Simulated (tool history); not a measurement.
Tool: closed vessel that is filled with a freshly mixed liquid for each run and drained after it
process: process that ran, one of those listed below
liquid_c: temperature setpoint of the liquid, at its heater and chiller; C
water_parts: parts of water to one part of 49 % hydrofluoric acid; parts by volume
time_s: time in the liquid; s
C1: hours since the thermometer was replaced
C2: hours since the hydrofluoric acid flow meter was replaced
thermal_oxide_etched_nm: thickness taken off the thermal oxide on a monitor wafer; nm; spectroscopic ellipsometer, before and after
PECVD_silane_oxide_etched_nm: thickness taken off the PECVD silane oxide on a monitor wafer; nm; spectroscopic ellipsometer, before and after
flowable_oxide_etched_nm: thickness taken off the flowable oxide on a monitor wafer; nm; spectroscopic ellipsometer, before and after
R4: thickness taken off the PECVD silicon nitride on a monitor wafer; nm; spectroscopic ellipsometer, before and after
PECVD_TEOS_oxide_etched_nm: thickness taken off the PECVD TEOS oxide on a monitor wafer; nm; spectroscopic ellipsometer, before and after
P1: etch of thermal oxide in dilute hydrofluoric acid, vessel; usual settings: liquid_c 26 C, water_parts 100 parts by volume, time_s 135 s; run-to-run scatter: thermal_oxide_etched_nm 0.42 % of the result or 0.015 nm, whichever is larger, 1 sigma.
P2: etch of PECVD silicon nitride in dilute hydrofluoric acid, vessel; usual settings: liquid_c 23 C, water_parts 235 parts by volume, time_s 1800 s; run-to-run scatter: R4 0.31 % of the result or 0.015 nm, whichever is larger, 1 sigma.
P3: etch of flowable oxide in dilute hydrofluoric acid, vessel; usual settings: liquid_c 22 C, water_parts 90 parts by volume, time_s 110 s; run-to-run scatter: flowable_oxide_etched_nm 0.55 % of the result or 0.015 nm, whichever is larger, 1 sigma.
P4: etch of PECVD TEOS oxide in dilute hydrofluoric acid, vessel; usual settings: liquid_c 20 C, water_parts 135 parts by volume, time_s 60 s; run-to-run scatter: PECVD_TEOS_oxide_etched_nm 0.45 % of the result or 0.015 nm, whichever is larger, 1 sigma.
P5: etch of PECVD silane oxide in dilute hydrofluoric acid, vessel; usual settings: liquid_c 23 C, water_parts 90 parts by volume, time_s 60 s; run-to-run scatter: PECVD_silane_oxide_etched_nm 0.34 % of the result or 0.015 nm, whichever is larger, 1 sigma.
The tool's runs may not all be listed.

{"run": 1, "hour": 5.1, "process": "P1", "liquid_c": 26, "water_parts": 100, "time_s": 135, "C1": 395.2, "C2": 1334.1, "thermal_oxide_etched_nm": 6.5306}
{"run": 2, "hour": 10.5, "process": "P5", "liquid_c": 23, "water_parts": 90, "time_s": 100, "C1": 400.6, "C2": 1339.5, "PECVD_silane_oxide_etched_nm": 15.421}
{"run": 3, "hour": 16.0, "process": "P1", "liquid_c": 26, "water_parts": 100, "time_s": 135, "C1": 406.1, "C2": 1345, "thermal_oxide_etched_nm": 6.5287}
{"run": 4, "hour": 23.9, "process": "P5", "liquid_c": 23, "water_parts": 90, "time_s": 60, "C1": 414, "C2": 1352.9, "PECVD_silane_oxide_etched_nm": 9.2041}
{"run": 5, "hour": 28.3, "process": "P3", "liquid_c": 22, "water_parts": 90, "time_s": 40, "C1": 418.4, "C2": 1357.3, "flowable_oxide_etched_nm": 11.756}
{"run": 6, "hour": 36.8, "process": "P2", "liquid_c": 17, "water_parts": 235, "time_s": 1800, "C1": 426.9, "C2": 1365.8, "R4": 8.2983}
{"run": 7, "hour": 44.0, "process": "P5", "liquid_c": 17, "water_parts": 90, "time_s": 60, "C1": 434.1, "C2": 1373, "PECVD_silane_oxide_etched_nm": 7.1927}
{"run": 8, "hour": 52.4, "process": "P1", "liquid_c": 26, "water_parts": 100, "time_s": 240, "C1": 442.5, "C2": 1381.4, "thermal_oxide_etched_nm": 11.591}
{"run": 9, "hour": 60.2, "process": "P1", "liquid_c": 33.5, "water_parts": 100, "time_s": 135, "C1": 450.3, "C2": 1389.2, "thermal_oxide_etched_nm": 8.659}
{"run": 10, "hour": 67.3, "process": "P1", "liquid_c": 26, "water_parts": 100, "time_s": 135, "C1": 457.4, "C2": 1396.3, "thermal_oxide_etched_nm": 6.4925}
{"run": 11, "hour": 72.4, "process": "P4", "liquid_c": 20, "water_parts": 135, "time_s": 60, "C1": 462.5, "C2": 1401.4, "PECVD_TEOS_oxide_etched_nm": 9.1379}
{"run": 12, "hour": 80.2, "process": "P1", "liquid_c": 26, "water_parts": 100, "time_s": 135, "C1": 470.3, "C2": 1409.2, "thermal_oxide_etched_nm": 6.5805}
{"run": 13, "hour": 86.6, "process": "P3", "liquid_c": 28, "water_parts": 90, "time_s": 110, "C1": 476.7, "C2": 1415.6, "flowable_oxide_etched_nm": 41.109}
{"run": 14, "hour": 91.6, "process": "P1", "liquid_c": 26, "water_parts": 100, "time_s": 135, "C1": 481.7, "C2": 1420.6, "thermal_oxide_etched_nm": 6.5331}
{"run": 15, "hour": 96.0, "process": "P3", "liquid_c": 22, "water_parts": 165, "time_s": 110, "C1": 486.1, "C2": 1425, "flowable_oxide_etched_nm": 16.245}
{"run": 16, "hour": 103.3, "process": "P3", "liquid_c": 22, "water_parts": 90, "time_s": 110, "C1": 493.4, "C2": 1432.3, "flowable_oxide_etched_nm": 32.577}
{"run": 17, "hour": 110.1, "process": "P1", "liquid_c": 26, "water_parts": 100, "time_s": 135, "C1": 500.2, "C2": 1439.1, "thermal_oxide_etched_nm": 6.5387}
{"run": 18, "hour": 117.2, "process": "P1", "liquid_c": 26, "water_parts": 135, "time_s": 205, "C1": 507.3, "C2": 1446.2, "thermal_oxide_etched_nm": 7.0272}
{"run": 19, "hour": 126.0, "process": "P1", "liquid_c": 21.5, "water_parts": 100, "time_s": 135, "C1": 516.1, "C2": 1455, "thermal_oxide_etched_nm": 5.4599}
{"run": 20, "hour": 133.3, "process": "P4", "liquid_c": 20, "water_parts": 40, "time_s": 60, "C1": 523.4, "C2": 1462.3, "PECVD_TEOS_oxide_etched_nm": 34.207}
{"run": 21, "hour": 140.5, "process": "P1", "liquid_c": 26, "water_parts": 145, "time_s": 135, "C1": 530.6, "C2": 1469.5, "thermal_oxide_etched_nm": 4.2292}
{"run": 22, "hour": 148.9, "process": "P4", "liquid_c": 28, "water_parts": 135, "time_s": 60, "C1": 539, "C2": 1477.9, "PECVD_TEOS_oxide_etched_nm": 12.415}
{"run": 23, "hour": 153.2, "process": "P5", "liquid_c": 23, "water_parts": 155, "time_s": 60, "C1": 543.3, "C2": 1482.2, "PECVD_silane_oxide_etched_nm": 4.9871}
{"run": 24, "hour": 159.8, "process": "P2", "liquid_c": 23, "water_parts": 235, "time_s": 3600, "C1": 549.9, "C2": 1488.8, "R4": 24.669}
{"run": 25, "hour": 164.7, "process": "P2", "liquid_c": 23, "water_parts": 415, "time_s": 1800, "C1": 554.8, "C2": 1493.7, "R4": 7.0013}
{"run": 26, "hour": 173.1, "process": "P4", "liquid_c": 20, "water_parts": 135, "time_s": 30, "C1": 563.2, "C2": 1502.1, "PECVD_TEOS_oxide_etched_nm": 4.5522}
{"run": 27, "hour": 178.3, "process": "P2", "liquid_c": 23, "water_parts": 235, "time_s": 1800, "C1": 568.4, "C2": 1507.3, "R4": 12.334}
{"run": 28, "hour": 186.3, "process": "P1", "liquid_c": 26, "water_parts": 100, "time_s": 30, "C1": 576.4, "C2": 1515.3, "thermal_oxide_etched_nm": 1.4283}
{"run": 29, "hour": 192.2, "process": "P2", "liquid_c": 23, "water_parts": 235, "time_s": 1800, "C1": 582.3, "C2": 1521.2, "R4": 12.3}
{"run": 30, "hour": 200.4, "process": "P4", "liquid_c": 20, "water_parts": 135, "time_s": 60, "C1": 590.5, "C2": 1529.4, "PECVD_TEOS_oxide_etched_nm": 9.1432}
{"run": 31, "hour": 208.5, "process": "P1", "liquid_c": 26, "water_parts": 20, "time_s": 135, "C1": 598.6, "C2": 1537.5, "thermal_oxide_etched_nm": 36.439}
{"run": 32, "hour": 217.4, "process": "P1", "liquid_c": 26, "water_parts": 100, "time_s": 135, "C1": 607.5, "C2": 1546.4, "thermal_oxide_etched_nm": 6.5774}
{"run": 33, "hour": 223.1, "process": "P1", "liquid_c": 26, "water_parts": 100, "time_s": 135, "C1": 613.2, "C2": 1552.1, "thermal_oxide_etched_nm": 6.7069}
{"run": 34, "hour": 230.0, "process": "P1", "liquid_c": 26, "water_parts": 100, "time_s": 135, "C1": 620.1, "C2": 1559, "thermal_oxide_etched_nm": 6.939}
{"run": 35, "hour": 237.7, "process": "P1", "liquid_c": 26, "water_parts": 100, "time_s": 135, "C1": 627.8, "C2": 1566.7, "thermal_oxide_etched_nm": 6.9857}
{"run": 36, "hour": 243.5, "process": "P1", "liquid_c": 26, "water_parts": 100, "time_s": 135, "C1": 633.6, "C2": 1572.5, "thermal_oxide_etched_nm": 7.0047}
{"run": 37, "hour": 249.8, "process": "P1", "liquid_c": 26, "water_parts": 100, "time_s": 135, "C1": 639.9, "C2": 1578.8, "thermal_oxide_etched_nm": 6.9912}
{"run": 38, "hour": 257.0, "process": "P1", "liquid_c": 26, "water_parts": 100, "time_s": 135, "C1": 647.1, "C2": 1586, "thermal_oxide_etched_nm": 7.0958}
{"run": 39, "hour": 263.2, "process": "P1", "liquid_c": 26, "water_parts": 100, "time_s": 135, "C1": 653.3, "C2": 1592.2, "thermal_oxide_etched_nm": 7.1284}
{"run": 40, "hour": 271.5, "process": "P1", "liquid_c": 26, "water_parts": 100, "time_s": 135, "C1": 661.6, "C2": 1600.5, "thermal_oxide_etched_nm": 7.143}

What P1 gives has crept away from where it was. These 2 causes fit the log equally well, each at the size given:
A: hydrofluoric acid flow above the setpoint (%) = 7.68
B: liquid hotter than its thermometer reads (K) = 2.17
The creep began at about hour 217.4.

4 check runs are offered, one wafer each, their results left as question marks. Which one tells the causes apart?
{"run": "check 1", "hour": 279.8, "process": "P5", "liquid_c": 19, "water_parts": 90, "time_s": 95, "PECVD_silane_oxide_etched_nm": "?"}
{"run": "check 2", "hour": 279.8, "process": "P2", "liquid_c": 23, "water_parts": 355, "time_s": 2490, "R4": "?"}
{"run": "check 3", "hour": 279.8, "process": "P4", "liquid_c": 20, "water_parts": 135, "time_s": 30, "PECVD_TEOS_oxide_etched_nm": "?"}
{"run": "check 4", "hour": 279.8, "process": "P3", "liquid_c": 26.5, "water_parts": 160, "time_s": 110, "flowable_oxide_etched_nm": "?"}

What each check would give under each cause:
check=check_1 result=PECVD_silane_oxide_etched_nm if_A=13.441 if_B=13.556
check=check_2 result=R4 if_A=12.208 if_B=12.926
check=check_3 result=PECVD_TEOS_oxide_etched_nm if_A=4.9665 if_B=4.9762
check=check_4 result=flowable_oxide_etched_nm if_A=21.857 if_B=21.676
How far apart the two closest causes lie, in the result that separates them most: check 1 0.85 %; check 2 5.72 %; check 3 0.2 %; check 4 0.83 %
Only check 2 tells the causes apart: in the others they would give nearly the same result.

Then check 2 was run and gave: R4 12.937 nm. Which cause is it?

It is B: liquid hotter than its thermometer reads (K).
